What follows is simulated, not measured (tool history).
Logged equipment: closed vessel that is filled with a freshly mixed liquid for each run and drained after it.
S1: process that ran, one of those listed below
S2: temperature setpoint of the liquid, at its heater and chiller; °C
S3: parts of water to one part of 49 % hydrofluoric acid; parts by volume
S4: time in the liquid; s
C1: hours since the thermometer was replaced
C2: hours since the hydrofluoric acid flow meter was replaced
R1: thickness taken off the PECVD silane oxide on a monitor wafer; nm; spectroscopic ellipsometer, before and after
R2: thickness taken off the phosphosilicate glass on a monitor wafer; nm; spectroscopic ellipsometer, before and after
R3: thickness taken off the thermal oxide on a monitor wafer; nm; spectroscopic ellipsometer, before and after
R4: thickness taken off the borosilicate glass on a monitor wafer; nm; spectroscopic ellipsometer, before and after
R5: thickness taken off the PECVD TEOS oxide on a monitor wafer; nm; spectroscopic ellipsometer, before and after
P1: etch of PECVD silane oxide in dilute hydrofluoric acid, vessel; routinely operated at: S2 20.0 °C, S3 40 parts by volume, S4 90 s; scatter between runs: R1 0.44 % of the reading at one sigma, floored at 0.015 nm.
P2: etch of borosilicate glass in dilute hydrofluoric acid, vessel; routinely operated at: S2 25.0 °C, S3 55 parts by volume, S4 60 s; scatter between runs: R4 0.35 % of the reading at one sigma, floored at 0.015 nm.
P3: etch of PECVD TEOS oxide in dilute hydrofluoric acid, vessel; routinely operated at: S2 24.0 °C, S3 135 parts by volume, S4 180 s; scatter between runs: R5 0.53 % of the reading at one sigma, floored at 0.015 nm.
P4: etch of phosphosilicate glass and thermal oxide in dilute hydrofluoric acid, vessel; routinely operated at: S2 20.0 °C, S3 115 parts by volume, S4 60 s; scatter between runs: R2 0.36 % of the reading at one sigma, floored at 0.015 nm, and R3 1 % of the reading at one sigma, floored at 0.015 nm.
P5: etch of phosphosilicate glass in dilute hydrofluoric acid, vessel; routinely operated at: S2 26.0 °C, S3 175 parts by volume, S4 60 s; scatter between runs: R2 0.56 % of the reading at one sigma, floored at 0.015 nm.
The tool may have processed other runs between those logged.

run,hour,S1,S2,S3,S4,C1,C2,R1,R2,R3,R4,R5
1,4.9,P1,20.0,40,90,737.9,1066.0,31.985,,,,
2,9.2,P5,26.0,265,60,742.2,1070.3,,35.786,,,
3,12.7,P1,20.0,40,30,745.7,1073.8,10.587,,,,
4,17.2,P1,26.0,40,30,750.2,1078.3,13.754,,,,
5,23.9,P5,32.5,175,60,756.9,1085.0,,75.141,,,
6,28.5,P4,20.0,115,60,761.5,1089.6,,61.777,2.2264,,
7,33.8,P2,25.0,55,105,766.8,1094.9,,,,74.080,
8,38.8,P3,24.0,135,340,771.8,1099.9,,,,,39.404
# hour 45.3: thermometer replaced
9,45.4,P5,26.0,175,60,0.1,1106.5,,59.535,,,
10,51.2,P1,20.0,40,135,5.9,1112.3,47.603,,,,
11,55.3,P3,24.0,135,180,10.0,1116.4,,,,,21.049
12,60.3,P1,27.0,40,90,15.0,1121.4,42.379,,,,
13,66.7,P1,20.0,40,90,21.4,1127.8,31.892,,,,
14,70.7,P1,26.0,40,130,25.4,1131.8,59.304,,,,
15,74.9,P3,24.0,20,180,29.6,1136.0,,,,,163.130
16,78.6,P2,25.0,25,60,33.3,1139.7,,,,96.936,
17,85.5,P2,17.0,55,60,40.2,1146.6,,,,30.224,
18,90.5,P3,24.0,135,180,45.2,1151.6,,,,,20.653
19,96.7,P4,20.0,50,60,51.4,1157.8,,153.580,5.4214,,
20,100.7,P5,26.0,175,90,55.4,1161.8,,88.524,,,
21,104.6,P1,20.0,40,90,59.3,1165.7,31.847,,,,
22,111.5,P1,17.0,40,90,66.2,1172.6,27.851,,,,
23,114.7,P1,20.0,40,90,69.4,1175.8,31.879,,,,
24,117.9,P4,20.0,115,60,72.6,1179.0,,62.078,2.1556,,
25,123.9,P1,20.0,20,170,78.6,1185.0,123.440,,,,
26,129.3,P4,20.0,115,110,84.0,1190.4,,113.650,4.0240,,
27,136.1,P4,27.5,115,60,90.8,1197.2,,83.158,2.9746,,
28,141.9,P2,25.0,55,60,96.6,1203.0,,,,42.269,
29,145.6,P3,31.5,135,180,100.3,1206.7,,,,,27.531
30,150.2,P1,20.0,70,90,104.9,1211.3,17.643,,,,
31,154.0,P1,20.0,40,90,108.7,1215.1,31.677,,,,
32,157.7,P1,20.0,25,90,112.4,1218.8,51.939,,,,
33,162.4,P1,20.0,40,90,117.1,1223.5,31.995,,,,
34,167.4,P1,20.0,40,90,122.1,1228.5,32.925,,,,
35,174.5,P1,20.0,40,90,129.2,1235.6,33.615,,,,
36,179.7,P1,20.0,40,90,134.4,1240.8,33.936,,,,
37,184.8,P1,20.0,40,90,139.5,1245.9,34.363,,,,
38,191.4,P1,20.0,40,90,146.1,1252.5,34.284,,,,
39,198.1,P1,20.0,40,90,152.8,1259.2,34.653,,,,
40,204.9,P1,20.0,40,90,159.6,1266.0,34.810,,,,
41,209.3,P1,20.0,40,90,164.0,1270.4,34.608,,,,
42,213.2,P1,20.0,40,90,167.9,1274.3,34.858,,,,

P1 no longer gives what it gave before; its output has crept away from where it was. The following 2 causes, each at its listed size, fit the log equally well:
A: hydrofluoric acid flow above the setpoint (%) = 8.98
B: liquid hotter than its thermometer reads (K) = 2.13
The onset of the drift is placed at about hour 162.4.

Which of the 4 check runs listed below, each an average over 2 wafers with its results shown as question marks, gives clearly different results under the different listed causes?
check 1,217.1,P5,31.5,175,90,,,,?,,,
check 2,217.1,P4,23.5,55,60,,,,?,?,,
check 3,217.1,P2,17.5,55,100,,,,,,?,
check 4,217.1,P3,24.0,25,180,,,,,,,?

If the cause were each of the candidates in turn, the checks would give the following:
check,result,if A,if B
check 1,R2,120.590,116.790
check 2,R2,175.810,174.940
check 2,R3,6.2395,6.2086
check 3,R4,56.389,56.397
check 4,R5,141.700,141.710
Gap, in per cent, between the two causes that each check separates least, read from the result that separates them most: check 1 3.21 %; check 2 0.5 %; check 3 0.01 %; check 4 0.01 %
Only check 1 tells the causes apart: in the others they would give nearly the same result.

Running check 1 produced the following: R2 120.490 nm. Which one of the listed causes fits?

It is A: hydrofluoric acid flow above the setpoint (%).
